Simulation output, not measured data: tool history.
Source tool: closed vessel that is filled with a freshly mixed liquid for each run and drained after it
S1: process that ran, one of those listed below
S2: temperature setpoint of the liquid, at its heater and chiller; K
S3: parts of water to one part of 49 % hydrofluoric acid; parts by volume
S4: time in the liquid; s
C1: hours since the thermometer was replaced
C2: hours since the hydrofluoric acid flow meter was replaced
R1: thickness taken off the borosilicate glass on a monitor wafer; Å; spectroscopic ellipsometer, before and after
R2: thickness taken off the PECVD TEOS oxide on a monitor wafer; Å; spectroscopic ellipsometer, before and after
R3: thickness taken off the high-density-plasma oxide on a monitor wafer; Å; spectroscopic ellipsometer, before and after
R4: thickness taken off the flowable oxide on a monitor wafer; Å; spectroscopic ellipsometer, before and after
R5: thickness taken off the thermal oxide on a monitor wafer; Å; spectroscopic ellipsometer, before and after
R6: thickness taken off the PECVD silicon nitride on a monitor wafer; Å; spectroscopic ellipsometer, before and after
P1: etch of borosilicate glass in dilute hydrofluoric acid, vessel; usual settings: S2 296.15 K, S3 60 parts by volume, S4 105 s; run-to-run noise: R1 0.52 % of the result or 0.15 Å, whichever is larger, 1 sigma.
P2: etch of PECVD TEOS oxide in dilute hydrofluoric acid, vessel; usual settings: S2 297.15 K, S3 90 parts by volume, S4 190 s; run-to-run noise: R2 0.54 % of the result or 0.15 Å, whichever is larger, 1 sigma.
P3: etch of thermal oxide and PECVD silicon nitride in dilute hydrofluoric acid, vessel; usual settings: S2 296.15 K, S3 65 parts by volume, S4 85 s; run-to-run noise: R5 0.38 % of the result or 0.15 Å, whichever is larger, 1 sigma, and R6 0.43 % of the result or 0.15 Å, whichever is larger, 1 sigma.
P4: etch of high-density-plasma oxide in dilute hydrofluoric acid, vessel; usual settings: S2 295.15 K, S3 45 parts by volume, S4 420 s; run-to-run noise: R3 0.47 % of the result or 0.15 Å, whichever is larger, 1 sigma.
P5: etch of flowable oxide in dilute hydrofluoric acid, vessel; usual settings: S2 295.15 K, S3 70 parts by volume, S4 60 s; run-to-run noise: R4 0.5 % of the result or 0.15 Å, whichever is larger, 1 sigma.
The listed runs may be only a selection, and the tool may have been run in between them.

run	hour	S1	S2	S3	S4	C1	C2	R1	R2	R3	R4	R5	R6
1	17.2	P1	296.15	60	105	417.1	220	410.72					
2	27.7	P1	303.15	110	105	427.6	230.5	276.69					
3	45.8	P2	297.15	90	190	445.7	248.6		512.58				
4	64.2	P1	296.15	90	105	464.1	267	262.3					
5	76.6	P2	297.15	90	40	476.5	279.4		107.61				
6	88.9	P4	295.15	45	210	488.8	291.7			236.76			
7	98.6	P1	296.15	25	105	498.5	301.4	1024.8					
8	117.7	P1	291.15	60	105	517.6	320.5	332.4					
9	133.1	P2	293.15	90	190	533	335.9		437.06				
10	148.1	P1	296.15	60	105	548	350.9	409.59					
11	156.9	P2	297.15	90	190	556.8	359.7		512.69				
12	167	P5	295.15	115	60	566.9	369.8				182.46		
13	175.7	P4	300.65	45	420	575.6	378.5			589.67			
14	191.1	P1	296.15	60	105	591	393.9	404.51					
15	200.2	P3	296.15	65	130	600.1	403					90.577	102.54
16	219.5	P4	295.15	70	420	619.4	422.3			296.31			
17	228.7	P3	296.15	65	85	628.6	431.5					59.62	67.053
18	245.4	P1	296.15	60	155	645.3	448.2	600.34					
19	255.8	P3	296.15	25	85	655.7	458.6					162.27	169.37
20	274.8	P1	301.15	60	105	674.7	477.6	498.9					
21	293.2	P2	297.15	50	190	693.1	496		968.39				
22	306	P1	296.15	60	105	705.9	508.8	406.43					
23	317.2	P1	296.15	60	105	717.1	520	406.2					
24	327.5	P1	296.15	60	105	727.4	530.3	410					
25	343	P5	295.15	70	105	742.9	545.8				556.92		
26	352.1	P1	296.15	60	30	752	554.9	115.6					
27	367	P3	304.15	65	85	766.9	569.8					81.459	113.56
28	382.4	P4	295.15	45	420	782.3	585.2			472.94			
29	394.3	P5	295.15	70	60	794.2	597.1				316.35		
30	403.9	P1	296.15	20	55	803.8	606.7	683.56					
31	412.9	P3	296.15	65	85	812.8	615.7					59.551	66.98
32	421.6	P5	290.65	70	60	821.5	624.4				262.27		
33	438.1	P1	296.15	60	105	838	640.9	406.83					
34	457.4	P1	296.15	60	105	857.3	660.2	427.28					
35	476.6	P1	296.15	60	105	876.5	679.4	438.43					
36	491.2	P1	296.15	60	105	891.1	694	442.01					
37	506.1	P1	296.15	60	105	906	708.9	446.49					
38	521.7	P1	296.15	60	105	921.6	724.5	450.72					
39	530.2	P1	296.15	60	105	930.1	733	450.32					
40	544.1	P1	296.15	60	105	944	746.9	447.36					
41	552.6	P1	296.15	60	105	952.5	755.4	449.21					
42	566.6	P1	296.15	60	105	966.5	769.4	447.46					

P1 has crept away from where it was. The log is fitted equally well by each of these 2 causes, at the sizes shown:
A: liquid hotter than its thermometer reads (K) = 2.44
B: hydrofluoric acid flow above the setpoint (%) = 9.68
The drift started at roughly hour 438.1.

Of the 4 check runs listed below, each run on one wafer and each result written as a question mark, which would let you distinguish the listed causes because they would give clearly different results?
check 1	580.6	P5	295.15	70	60						?		
check 2	580.6	P3	296.15	65	85							?	?
check 3	580.6	P2	297.15	90	190				?				
check 4	580.6	P4	295.15	45	420					?			

If the cause were each of the candidates in turn, the checks would give the following:
check	result	if A	if B
check 1	R4	351.93	352.12
check 2	R5	65.615	65.66
check 2	R6	78.867	73.353
check 3	R2	564.45	567.85
check 4	R3	523.65	521.54
Gap, in per cent, between the two causes that each check separates least, read from the result that separates them most: check 1 0.05 %; check 2 7.25 %; check 3 0.6 %; check 4 0.4 %
Only in check 2 would the causes give clearly different results; in the remaining checks their results would be nearly the same.

Here is what check 2 returned: R5 65.784 Å; R6 72.925 Å. Which cause is it?

Of the candidate causes, it is B: hydrofluoric acid flow above the setpoint (%).
